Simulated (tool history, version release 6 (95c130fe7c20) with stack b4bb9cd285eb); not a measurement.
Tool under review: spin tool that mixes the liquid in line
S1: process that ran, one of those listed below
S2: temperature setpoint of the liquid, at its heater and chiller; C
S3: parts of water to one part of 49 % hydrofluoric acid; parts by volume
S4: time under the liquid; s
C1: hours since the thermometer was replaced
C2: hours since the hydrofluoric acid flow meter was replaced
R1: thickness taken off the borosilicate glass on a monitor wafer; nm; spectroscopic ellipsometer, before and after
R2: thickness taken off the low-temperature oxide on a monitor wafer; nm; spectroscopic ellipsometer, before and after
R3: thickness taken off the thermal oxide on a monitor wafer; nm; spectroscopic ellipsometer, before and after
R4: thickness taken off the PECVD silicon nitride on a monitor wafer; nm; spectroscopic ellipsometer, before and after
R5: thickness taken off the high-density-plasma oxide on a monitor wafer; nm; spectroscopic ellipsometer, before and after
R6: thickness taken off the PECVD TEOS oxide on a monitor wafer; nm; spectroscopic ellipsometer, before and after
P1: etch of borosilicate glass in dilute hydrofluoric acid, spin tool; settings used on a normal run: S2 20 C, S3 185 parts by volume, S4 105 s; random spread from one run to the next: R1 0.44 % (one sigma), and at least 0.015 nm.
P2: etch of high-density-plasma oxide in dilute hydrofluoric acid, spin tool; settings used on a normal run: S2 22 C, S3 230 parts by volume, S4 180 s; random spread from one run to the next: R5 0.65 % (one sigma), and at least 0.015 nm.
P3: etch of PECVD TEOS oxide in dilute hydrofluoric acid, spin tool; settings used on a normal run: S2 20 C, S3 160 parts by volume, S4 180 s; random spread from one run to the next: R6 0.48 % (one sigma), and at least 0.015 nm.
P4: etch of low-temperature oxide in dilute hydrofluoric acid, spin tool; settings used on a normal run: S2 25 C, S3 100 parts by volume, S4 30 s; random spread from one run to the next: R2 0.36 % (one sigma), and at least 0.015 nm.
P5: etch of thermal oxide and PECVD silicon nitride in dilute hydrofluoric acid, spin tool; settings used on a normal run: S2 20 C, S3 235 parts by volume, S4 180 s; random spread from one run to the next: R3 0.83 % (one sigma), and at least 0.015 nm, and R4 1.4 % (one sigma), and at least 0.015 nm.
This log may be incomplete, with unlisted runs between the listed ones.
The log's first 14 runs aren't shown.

Run 15, hour 130.7: S1 P5, S2 20 C, S3 235 parts by volume, S4 15 s; C1 1243.5; C2 55.4. Result: R3 0.22571 nm, R4 0.16619 nm.
Run 16, hour 141.7: S1 P4, S2 29.5 C, S3 100 parts by volume, S4 30 s; C1 1254.5; C2 66.4. Result: R2 13.514 nm.
Run 17, hour 151.2: S1 P5, S2 20 C, S3 235 parts by volume, S4 180 s; C1 1264; C2 75.9. Result: R3 2.8154 nm, R4 1.9326 nm.
Run 18, hour 158.7: S1 P3, S2 20 C, S3 160 parts by volume, S4 180 s; C1 1271.5; C2 83.4. Result: R6 23.67 nm.
Run 19, hour 165.9: S1 P2, S2 22 C, S3 330 parts by volume, S4 180 s; C1 1278.7; C2 90.6. Result: R5 2.0058 nm.
Run 20, hour 174.2: S1 P1, S2 17 C, S3 185 parts by volume, S4 105 s; C1 1287; C2 98.9. Result: R1 8.5351 nm.
Run 21, hour 183.6: S1 P1, S2 20 C, S3 185 parts by volume, S4 190 s; C1 1296.4; C2 108.3. Result: R1 17.379 nm.
Run 22, hour 192.7: S1 P4, S2 25 C, S3 100 parts by volume, S4 30 s; C1 1305.5; C2 117.4. Result: R2 11.373 nm.
Run 23, hour 201: S1 P5, S2 20 C, S3 235 parts by volume, S4 180 s; C1 1313.8; C2 125.7. Result: R3 2.7956 nm, R4 1.9203 nm.
Run 24, hour 206.6: S1 P3, S2 20 C, S3 265 parts by volume, S4 180 s; C1 1319.4; C2 131.3. Result: R6 12.871 nm.
Run 25, hour 213.5: S1 P1, S2 24 C, S3 185 parts by volume, S4 50 s; C1 1326.3; C2 138.2. Result: R1 5.3332 nm.
Run 26, hour 219.4: S1 P4, S2 25 C, S3 170 parts by volume, S4 30 s; C1 1332.2; C2 144.1. Result: R2 6.1231 nm.
Run 27, hour 229.1: S1 P3, S2 17 C, S3 160 parts by volume, S4 180 s; C1 1341.9; C2 153.8. Result: R6 20.927 nm.
Run 28, hour 240.8: S1 P2, S2 22 C, S3 230 parts by volume, S4 180 s; C1 1353.6; C2 165.5. Result: R5 3.1892 nm.
Run 29, hour 246.7: S1 P2, S2 22 C, S3 230 parts by volume, S4 85 s; C1 1359.5; C2 171.4. Result: R5 1.4961 nm.
Run 30, hour 254.1: S1 P3, S2 20 C, S3 160 parts by volume, S4 340 s; C1 1366.9; C2 178.8. Result: R6 44.54 nm.
Run 31, hour 260.9: S1 P1, S2 20 C, S3 185 parts by volume, S4 105 s; C1 1373.7; C2 185.6. Result: R1 9.5991 nm.
Run 32, hour 272.3: S1 P1, S2 20 C, S3 185 parts by volume, S4 105 s; C1 1385.1; C2 197. Result: R1 9.3275 nm.
Run 33, hour 280.1: S1 P1, S2 20 C, S3 185 parts by volume, S4 105 s; C1 1392.9; C2 204.8. Result: R1 9.1638 nm.
Run 34, hour 287: S1 P1, S2 20 C, S3 185 parts by volume, S4 105 s; C1 1399.8; C2 211.7. Result: R1 8.9926 nm.
Run 35, hour 294.5: S1 P1, S2 20 C, S3 185 parts by volume, S4 105 s; C1 1407.3; C2 219.2. Result: R1 8.9506 nm.
Run 36, hour 305.8: S1 P1, S2 20 C, S3 185 parts by volume, S4 105 s; C1 1418.6; C2 230.5. Result: R1 8.8955 nm.

Run 37, settings as shown, results not yet in. Your forecast:
Run 37, hour 317.9: S1 P1, S2 20 C, S3 185 parts by volume, S4 105 s; C1 1430.7; C2 242.6. Result: R1 ?.

For run 37 the tool returned R1 8.8369 nm.
